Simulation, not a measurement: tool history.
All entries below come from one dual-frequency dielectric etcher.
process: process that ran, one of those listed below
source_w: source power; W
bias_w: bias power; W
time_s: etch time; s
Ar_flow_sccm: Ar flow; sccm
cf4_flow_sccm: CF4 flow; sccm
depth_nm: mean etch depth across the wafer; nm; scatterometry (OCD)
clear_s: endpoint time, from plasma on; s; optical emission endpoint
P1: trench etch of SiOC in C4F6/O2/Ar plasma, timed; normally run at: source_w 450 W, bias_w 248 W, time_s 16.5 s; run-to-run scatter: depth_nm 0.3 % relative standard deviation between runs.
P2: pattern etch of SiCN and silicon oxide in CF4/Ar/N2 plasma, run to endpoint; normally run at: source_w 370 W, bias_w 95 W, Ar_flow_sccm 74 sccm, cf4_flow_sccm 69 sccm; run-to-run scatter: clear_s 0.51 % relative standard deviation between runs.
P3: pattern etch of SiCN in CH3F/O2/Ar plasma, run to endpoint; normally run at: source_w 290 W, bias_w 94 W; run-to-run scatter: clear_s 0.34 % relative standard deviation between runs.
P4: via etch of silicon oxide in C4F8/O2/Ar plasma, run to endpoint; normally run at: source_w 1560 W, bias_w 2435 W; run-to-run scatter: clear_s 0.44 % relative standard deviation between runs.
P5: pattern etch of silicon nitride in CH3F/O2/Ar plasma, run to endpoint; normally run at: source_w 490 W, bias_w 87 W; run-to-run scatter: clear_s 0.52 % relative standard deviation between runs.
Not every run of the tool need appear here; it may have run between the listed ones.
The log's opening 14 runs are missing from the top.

run,hour,process,source_w,bias_w,time_s,Ar_flow_sccm,cf4_flow_sccm,hours since the last wet clean,hours since the last source power generator calibration,hours since the last bias power generator calibration,depth_nm,clear_s
15,54.6,P2,370,95,,74,90,457.3,455.8,2758.2,,11.222
16,58.2,P1,450,351,16.5,,,460.9,459.4,2761.8,43.548,
17,62.6,P3,210,94,,,,465.3,463.8,2766.2,,22.784
18,66.4,P3,290,94,,,,469.1,467.6,2770,,20.321
19,69.8,P3,290,60,,,,472.5,471,2773.4,,23.875
20,72.8,P1,450,188,16.5,,,475.5,474,2776.4,35.161,
21,77.4,P1,450,248,12.5,,,480.1,478.6,2781,29.215,
22,81.2,P2,370,95,,74,69,483.9,482.4,2784.8,,11.57
23,83.5,P1,450,248,16.5,,,486.2,484.7,2787.1,38.563,
24,86.2,P4,1560,2435,,,,488.9,487.4,2789.8,,293.52
25,89.6,P5,660,87,,,,492.3,490.8,2793.2,,35.69
26,94.3,P1,450,248,16.5,,,497,495.5,2797.9,38.487,
27,97.6,P2,370,69,,74,69,500.3,498.8,2801.2,,12.918
28,99.9,P1,450,248,16.5,,,502.6,501.1,2803.5,38.386,
29,104.7,P1,450,248,16.5,,,507.4,505.9,2808.3,38.319,
30,107.6,P1,450,248,16.5,,,510.3,508.8,2811.2,38.283,

Run 31 comes next. What will it give?
31,110,P1,450,248,16.5,,,512.7,511.2,2813.6,?,

depth_nm: 38.009 nm
